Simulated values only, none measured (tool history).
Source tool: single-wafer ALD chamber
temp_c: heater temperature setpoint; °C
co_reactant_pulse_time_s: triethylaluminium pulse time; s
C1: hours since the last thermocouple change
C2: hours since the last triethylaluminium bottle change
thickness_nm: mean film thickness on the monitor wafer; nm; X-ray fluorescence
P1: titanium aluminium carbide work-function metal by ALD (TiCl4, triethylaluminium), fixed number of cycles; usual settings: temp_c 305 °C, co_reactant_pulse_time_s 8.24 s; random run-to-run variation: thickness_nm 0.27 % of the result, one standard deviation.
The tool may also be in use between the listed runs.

Run 1, hour 7.8: temp_c 305 °C, co_reactant_pulse_time_s 8.24 s; C1 645.6; C2 311.9. Result: thickness_nm 1.9678 nm.
Run 2, hour 14.3: temp_c 287 °C, co_reactant_pulse_time_s 12.05 s; C1 652.1; C2 318.4. Result: thickness_nm 1.9009 nm.
Run 3, hour 21.8: temp_c 329 °C, co_reactant_pulse_time_s 8.24 s; C1 659.6; C2 325.9. Result: thickness_nm 2.1582 nm.
Run 4, hour 28.7: temp_c 305 °C, co_reactant_pulse_time_s 8.24 s; C1 666.5; C2 332.8. Result: thickness_nm 1.9536 nm.
Run 5, hour 35.9: temp_c 286 °C, co_reactant_pulse_time_s 8.24 s; C1 673.7; C2 340. Result: thickness_nm 1.8025 nm.
Run 6, hour 46.5: temp_c 305 °C, co_reactant_pulse_time_s 8.24 s; C1 684.3; C2 350.6. Result: thickness_nm 1.9485 nm.
Run 7, hour 52.4: temp_c 305 °C, co_reactant_pulse_time_s 2.98 s; C1 690.2; C2 356.5. Result: thickness_nm 1.3331 nm.
Run 8, hour 62.8: temp_c 288 °C, co_reactant_pulse_time_s 13.4 s; C1 700.6; C2 366.9. Result: thickness_nm 1.9043 nm.
Run 9, hour 67.6: temp_c 305 °C, co_reactant_pulse_time_s 12.03 s; C1 705.4; C2 371.7. Result: thickness_nm 2.0508 nm.
Run 10, hour 74.1: temp_c 321 °C, co_reactant_pulse_time_s 11.05 s; C1 711.9; C2 378.2. Result: thickness_nm 2.1788 nm.
Run 11, hour 83.9: temp_c 305 °C, co_reactant_pulse_time_s 8.24 s; C1 721.7; C2 388. Result: thickness_nm 1.9618 nm.
Run 12, hour 91.8: temp_c 305 °C, co_reactant_pulse_time_s 8.24 s; C1 729.6; C2 395.9. Result: thickness_nm 1.9574 nm.
Run 13, hour 99.8: temp_c 305 °C, co_reactant_pulse_time_s 8.24 s; C1 737.6; C2 403.9. Result: thickness_nm 1.9396 nm.
Run 14, hour 110.2: temp_c 305 °C, co_reactant_pulse_time_s 8.24 s; C1 748; C2 414.3. Result: thickness_nm 1.9238 nm.
Run 15, hour 118.6: temp_c 305 °C, co_reactant_pulse_time_s 8.24 s; C1 756.4; C2 422.7. Result: thickness_nm 1.9313 nm.
Run 16, hour 126.1: temp_c 305 °C, co_reactant_pulse_time_s 8.24 s; C1 763.9; C2 430.2. Result: thickness_nm 1.9196 nm.
Run 17, hour 132.7: temp_c 305 °C, co_reactant_pulse_time_s 8.24 s; C1 770.5; C2 436.8. Result: thickness_nm 1.9233 nm.

The next listed run, before its measurement:
Run 18, hour 140.9: temp_c 305 °C, co_reactant_pulse_time_s 8.24 s; C1 778.7; C2 445. Result: thickness_nm ?.

{"run 18": {"thickness_nm": 1.9117}}
